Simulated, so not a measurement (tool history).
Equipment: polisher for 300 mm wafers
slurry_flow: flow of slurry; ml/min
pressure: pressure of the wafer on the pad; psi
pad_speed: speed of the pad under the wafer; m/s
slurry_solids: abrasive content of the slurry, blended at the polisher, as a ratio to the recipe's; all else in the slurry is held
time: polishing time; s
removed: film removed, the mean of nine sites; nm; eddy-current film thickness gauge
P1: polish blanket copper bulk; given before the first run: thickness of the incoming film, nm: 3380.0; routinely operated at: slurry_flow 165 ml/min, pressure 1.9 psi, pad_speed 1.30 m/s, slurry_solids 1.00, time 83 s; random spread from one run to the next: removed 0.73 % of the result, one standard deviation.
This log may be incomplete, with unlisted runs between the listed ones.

run	hour	slurry_flow	pressure	pad_speed	slurry_solids	time	wafers polished on this pad	hours since the slurry nozzle was cleaned	hours since the head pressure was calibrated	hours since the slurry blender was calibrated	removed
1	11.1	165	1.9	1.30	1.00	83	424	457.4	541.0	239.3	754.12
2	23.5	165	1.9	1.30	1.00	125	579	469.8	553.4	251.7	1154.90
3	33.5	165	1.9	1.30	1.35	83	705	479.8	563.4	261.7	803.42
4	49.5	165	1.9	1.30	1.00	83	905	495.8	579.4	277.7	755.91
5	67.9	225	1.9	1.30	1.00	55	1136	514.2	597.8	296.1	525.05
6	76.1	100	1.9	1.30	1.00	83	1239	522.4	606.0	304.3	680.74
7	91.4	165	1.9	1.30	1.00	83	1431	537.7	621.3	319.6	762.75
8	108.3	165	1.2	1.30	1.00	83	1643	554.6	638.2	336.5	479.26
9	118.2	165	1.9	1.30	1.00	83	1767	564.5	648.1	346.4	760.96
# hour 133.3: slurry blender recalibrated
10	136.5	165	2.5	1.30	1.00	83	1997	582.8	666.4	3.2	989.81
11	149.1	165	1.9	1.90	1.00	83	2155	595.4	679.0	15.8	1114.90
12	159.2	165	1.2	1.30	1.00	58	2281	605.5	689.1	25.9	334.03
13	175.0	225	1.9	1.30	1.00	83	2480	621.3	704.9	41.7	792.95
14	192.0	165	1.9	1.30	1.00	83	2693	638.3	721.9	58.7	764.45
15	206.3	165	1.9	1.30	0.70	83	2872	652.6	736.2	73.0	700.44
16	222.0	165	1.9	1.30	1.00	83	3069	668.3	751.9	88.7	752.27
17	231.3	165	1.9	1.30	1.00	51	3186	677.6	761.2	98.0	468.61
18	242.8	165	1.9	0.64	1.00	83	3330	689.1	772.7	109.5	374.10
19	256.5	165	1.9	1.30	1.00	83	3502	702.8	786.4	123.2	758.35
20	274.9	165	1.9	1.30	1.00	83	3733	721.2	804.8	141.6	733.51
21	287.6	165	1.9	1.30	1.00	83	3892	733.9	817.5	154.3	710.18
22	302.2	165	1.9	1.30	1.00	83	4075	748.5	832.1	168.9	717.42
23	319.2	165	1.9	1.30	1.00	83	4288	765.5	849.1	185.9	706.19
24	334.3	165	1.9	1.30	1.00	83	4478	780.6	864.2	201.0	698.39
# hour 350.1: head pressure recalibrated
25	351.2	165	1.9	1.30	1.00	83	4690	797.5	1.1	217.9	687.20
# hour 363.5: slurry blender recalibrated
26	364.6	165	1.9	1.30	1.00	83	4858	810.9	14.5	1.2	689.30
27	377.3	165	1.9	1.30	1.00	83	5017	823.6	27.2	13.9	686.88
28	389.5	165	1.9	1.30	1.00	83	5170	835.8	39.4	26.1	690.21
29	404.0	165	1.9	1.30	1.00	83	5352	850.3	53.9	40.6	692.48

Compared with where it was, what P1 gives has crept away. Each cause listed below fits the log as well as the rest, at the size given for it:
A: slurry flow missing at the pad, % = 38.7
B: removal rate lost through wear of the pad, % = 9.4
Creep in the process output first set in at about hour 256.5.
Each remaining cause and why it is not a fit:
head's pressure below its setpoint, %: work on it at hour 350.1, done after the drift set in, did not restore what the process gave before
abrasive missing from the slurry, %: work on it at hour 363.5, done after the drift set in, did not restore what the process gave before

Which of the check runs below tells the causes apart, meaning the causes would give it clearly different results? Each run uses 2 wafers whose results are averaged, and each result is shown as a question mark.
check 1	418.5	115	1.4	1.30	1.00	83					?
check 2	418.5	165	1.9	1.30	1.00	66					?
check 3	418.5	165	1.9	1.30	0.80	83					?
check 4	418.5	165	1.9	1.02	1.00	83					?

Predicted outcomes, by check and by cause:
check	result	if A	if B
check 1	removed	454.95	472.25
check 2	removed	545.74	545.78
check 3	removed	654.68	654.73
check 4	removed	538.49	538.53
Distance between the nearest two causes, measured in the result of the check that separates them most: check 1 3.73 %; check 2 0.01 %; check 3 0.01 %; check 4 0.01 %
Check 1 is the one run that separates the causes; every other check would come out nearly the same whichever cause is at work.

Here is what check 1 returned: removed 452.74 nm. Which cause is it?

Of the candidate causes, it is A: slurry flow missing at the pad, %.
